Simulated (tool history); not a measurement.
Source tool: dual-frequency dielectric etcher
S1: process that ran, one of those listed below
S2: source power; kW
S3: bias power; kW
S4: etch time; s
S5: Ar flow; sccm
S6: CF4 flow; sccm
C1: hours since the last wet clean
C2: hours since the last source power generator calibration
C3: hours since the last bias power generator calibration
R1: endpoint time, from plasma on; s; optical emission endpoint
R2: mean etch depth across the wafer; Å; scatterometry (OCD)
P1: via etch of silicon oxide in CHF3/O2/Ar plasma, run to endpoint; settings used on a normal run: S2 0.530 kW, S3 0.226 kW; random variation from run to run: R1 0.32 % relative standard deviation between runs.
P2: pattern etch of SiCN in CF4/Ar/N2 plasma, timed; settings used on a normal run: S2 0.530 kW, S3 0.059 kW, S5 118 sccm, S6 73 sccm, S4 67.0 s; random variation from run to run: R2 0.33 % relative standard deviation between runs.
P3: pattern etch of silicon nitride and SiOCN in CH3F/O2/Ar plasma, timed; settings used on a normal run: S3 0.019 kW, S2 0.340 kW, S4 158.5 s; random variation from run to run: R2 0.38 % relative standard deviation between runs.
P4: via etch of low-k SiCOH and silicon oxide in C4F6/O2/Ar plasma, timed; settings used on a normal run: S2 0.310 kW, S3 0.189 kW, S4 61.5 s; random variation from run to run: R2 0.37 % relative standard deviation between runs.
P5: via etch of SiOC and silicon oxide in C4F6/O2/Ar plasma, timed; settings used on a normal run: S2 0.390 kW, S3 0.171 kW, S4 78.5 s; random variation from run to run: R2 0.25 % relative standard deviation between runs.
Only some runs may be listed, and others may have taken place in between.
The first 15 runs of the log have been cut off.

| run | hour | S1 | S2 | S3 | S4 | S5 | S6 | C1 | C2 | C3 | R1 | R2 |
|---|---|---|---|---|---|---|---|---|---|---|---|---|
| 16 | 135.2 | P1 | 0.530 | 0.226 |  |  |  | 604.6 | 3145.4 | 1341.4 | 294.98 |  |
| 17 | 141.2 | P4 | 0.310 | 0.253 | 61.5 |  |  | 610.6 | 3151.4 | 1347.4 |  | 1635.40 |
| 18 | 151.7 | P3 | 0.340 | 0.014 | 158.5 |  |  | 621.1 | 3161.9 | 1357.9 |  | 167.39 |
| 19 | 158.6 | P5 | 0.390 | 0.171 | 100.0 |  |  | 628.0 | 3168.8 | 1364.8 |  | 1091.30 |
| 20 | 164.2 | P1 | 0.530 | 0.226 |  |  |  | 633.6 | 3174.4 | 1370.4 | 297.60 |  |
| 21 | 174.4 | P4 | 0.310 | 0.189 | 61.5 |  |  | 643.8 | 3184.6 | 1380.6 |  | 1488.70 |
| 22 | 179.7 | P3 | 0.340 | 0.019 | 158.5 |  |  | 649.1 | 3189.9 | 1385.9 |  | 190.34 |
| 23 | 191.0 | P3 | 0.240 | 0.019 | 158.5 |  |  | 660.4 | 3201.2 | 1397.2 |  | 168.54 |
| 24 | 198.3 | P2 | 0.530 | 0.059 | 99.0 | 118 | 73 | 667.7 | 3208.5 | 1404.5 |  | 921.92 |
| 25 | 205.3 | P1 | 0.530 | 0.160 |  |  |  | 674.7 | 3215.5 | 1411.5 | 333.51 |  |
| 26 | 215.5 | P4 | 0.230 | 0.189 | 61.5 |  |  | 684.9 | 3225.7 | 1421.7 |  | 1335.20 |
| 27 | 221.8 | P2 | 0.530 | 0.059 | 67.0 | 118 | 103 | 691.2 | 3232.0 | 1428.0 |  | 661.42 |
| 28 | 228.0 | P1 | 0.650 | 0.226 |  |  |  | 697.4 | 3238.2 | 1434.2 | 273.43 |  |
| 29 | 238.3 | P2 | 0.730 | 0.059 | 67.0 | 118 | 73 | 707.7 | 3248.5 | 1444.5 |  | 831.40 |

Run 30 comes next. What will it give?
| 30 | 245.8 | P1 | 0.530 | 0.226 |  |  |  | 715.2 | 3256.0 | 1452.0 | ? |  |

Run 30 produced R1 294.54 s.
